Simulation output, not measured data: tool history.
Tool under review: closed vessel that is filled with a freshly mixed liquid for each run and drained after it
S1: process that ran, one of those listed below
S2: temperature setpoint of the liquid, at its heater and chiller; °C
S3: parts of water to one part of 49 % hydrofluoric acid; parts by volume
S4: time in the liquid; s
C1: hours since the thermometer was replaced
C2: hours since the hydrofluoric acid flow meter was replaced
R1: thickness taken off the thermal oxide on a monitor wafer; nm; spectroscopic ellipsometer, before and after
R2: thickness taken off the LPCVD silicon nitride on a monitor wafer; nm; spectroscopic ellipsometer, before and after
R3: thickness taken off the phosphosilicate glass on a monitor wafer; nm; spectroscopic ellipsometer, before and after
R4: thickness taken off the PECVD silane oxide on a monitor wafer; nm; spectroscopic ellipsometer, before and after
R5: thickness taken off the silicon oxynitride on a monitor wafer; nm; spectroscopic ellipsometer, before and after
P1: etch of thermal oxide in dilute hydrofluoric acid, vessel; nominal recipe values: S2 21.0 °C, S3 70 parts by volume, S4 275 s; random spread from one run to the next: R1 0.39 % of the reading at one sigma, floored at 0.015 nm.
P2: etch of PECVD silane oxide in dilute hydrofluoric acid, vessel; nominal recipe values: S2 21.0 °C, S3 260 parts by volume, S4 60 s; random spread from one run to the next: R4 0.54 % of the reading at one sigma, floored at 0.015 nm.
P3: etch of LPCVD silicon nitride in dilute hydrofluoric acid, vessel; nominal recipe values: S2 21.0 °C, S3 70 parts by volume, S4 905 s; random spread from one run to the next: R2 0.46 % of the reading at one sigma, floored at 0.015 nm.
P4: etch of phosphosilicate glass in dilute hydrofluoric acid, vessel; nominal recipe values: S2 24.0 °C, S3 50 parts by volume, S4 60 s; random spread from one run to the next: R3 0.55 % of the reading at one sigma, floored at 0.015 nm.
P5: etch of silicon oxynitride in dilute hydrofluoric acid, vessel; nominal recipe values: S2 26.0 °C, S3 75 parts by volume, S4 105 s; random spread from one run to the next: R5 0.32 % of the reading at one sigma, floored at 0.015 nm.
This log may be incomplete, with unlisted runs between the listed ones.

{"run": 1, "day": 0.262, "S1": "P1", "S2": 21.0, "S3": 70, "S4": 275, "C1": 729.3, "C2": 809.4, "R1": 16.873}
{"run": 2, "day": 0.438, "S1": "P3", "S2": 21.0, "S3": 70, "S4": 1560, "C1": 733.5, "C2": 813.6, "R2": 9.1319}
{"run": 3, "day": 0.729, "S1": "P1", "S2": 21.0, "S3": 110, "S4": 275, "C1": 740.5, "C2": 820.6, "R1": 10.269}
{"run": 4, "day": 1.008, "S1": "P3", "S2": 21.0, "S3": 30, "S4": 905, "C1": 747.2, "C2": 827.3, "R2": 12.09}
{"run": 5, "day": 1.342, "S1": "P4", "S2": 17.0, "S3": 50, "S4": 60, "C1": 755.2, "C2": 835.3, "R3": 77.166}
{"run": 6, "day": 1.604, "S1": "P2", "S2": 17.0, "S3": 260, "S4": 60, "C1": 761.5, "C2": 841.6, "R4": 7.5486}
{"run": 7, "day": 1.771, "S1": "P1", "S2": 21.0, "S3": 70, "S4": 275, "C1": 765.5, "C2": 845.6, "R1": 16.892}
{"run": 8, "day": 2.042, "S1": "P1", "S2": 21.0, "S3": 70, "S4": 275, "C1": 772.0, "C2": 852.1, "R1": 16.847}
{"run": 9, "day": 2.279, "S1": "P5", "S2": 26.0, "S3": 75, "S4": 105, "C1": 777.7, "C2": 857.8, "R5": 6.3221}
{"run": 10, "day": 2.508, "S1": "P1", "S2": 21.0, "S3": 70, "S4": 275, "C1": 783.2, "C2": 863.3, "R1": 16.929}
{"run": 11, "day": 2.829, "S1": "P4", "S2": 24.0, "S3": 50, "S4": 30, "C1": 790.9, "C2": 871.0, "R3": 51.645}
{"run": 12, "day": 3.029, "S1": "P5", "S2": 26.0, "S3": 75, "S4": 30, "C1": 795.7, "C2": 875.8, "R5": 1.8202}
{"run": 13, "day": 3.208, "S1": "P3", "S2": 28.5, "S3": 70, "S4": 905, "C1": 800.0, "C2": 880.1, "R2": 8.7769}
{"run": 14, "day": 3.55, "S1": "P1", "S2": 17.0, "S3": 70, "S4": 275, "C1": 808.2, "C2": 888.3, "R1": 14.083}
{"run": 15, "day": 3.767, "S1": "P1", "S2": 25.5, "S3": 70, "S4": 275, "C1": 813.4, "C2": 893.5, "R1": 20.354}
{"run": 16, "day": 4.046, "S1": "P5", "S2": 26.0, "S3": 105, "S4": 105, "C1": 820.1, "C2": 900.2, "R5": 4.3984}
{"run": 17, "day": 4.288, "S1": "P1", "S2": 28.0, "S3": 105, "S4": 275, "C1": 825.9, "C2": 906.0, "R1": 14.056}
{"run": 18, "day": 4.55, "S1": "P2", "S2": 21.0, "S3": 260, "S4": 60, "C1": 832.2, "C2": 912.3, "R4": 8.8125}
{"run": 19, "day": 4.746, "S1": "P4", "S2": 24.0, "S3": 20, "S4": 60, "C1": 836.9, "C2": 917.0, "R3": 266.42}
{"run": 20, "day": 4.929, "S1": "P4", "S2": 24.0, "S3": 50, "S4": 60, "C1": 841.3, "C2": 921.4, "R3": 103.01}
{"run": 21, "day": 5.154, "S1": "P2", "S2": 21.0, "S3": 100, "S4": 60, "C1": 846.7, "C2": 926.8, "R4": 26.885}
{"run": 22, "day": 5.342, "S1": "P1", "S2": 21.0, "S3": 70, "S4": 400, "C1": 851.2, "C2": 931.3, "R1": 24.401}
{"run": 23, "day": 5.542, "S1": "P1", "S2": 21.0, "S3": 45, "S4": 275, "C1": 856.0, "C2": 936.1, "R1": 27.023}

Expected results for the next run?
{"run": 24, "day": 5.788, "S1": "P4", "S2": 24.0, "S3": 50, "S4": 60, "C1": 861.9, "C2": 942.0, "R3": "?"}

R3: 102.460 nm

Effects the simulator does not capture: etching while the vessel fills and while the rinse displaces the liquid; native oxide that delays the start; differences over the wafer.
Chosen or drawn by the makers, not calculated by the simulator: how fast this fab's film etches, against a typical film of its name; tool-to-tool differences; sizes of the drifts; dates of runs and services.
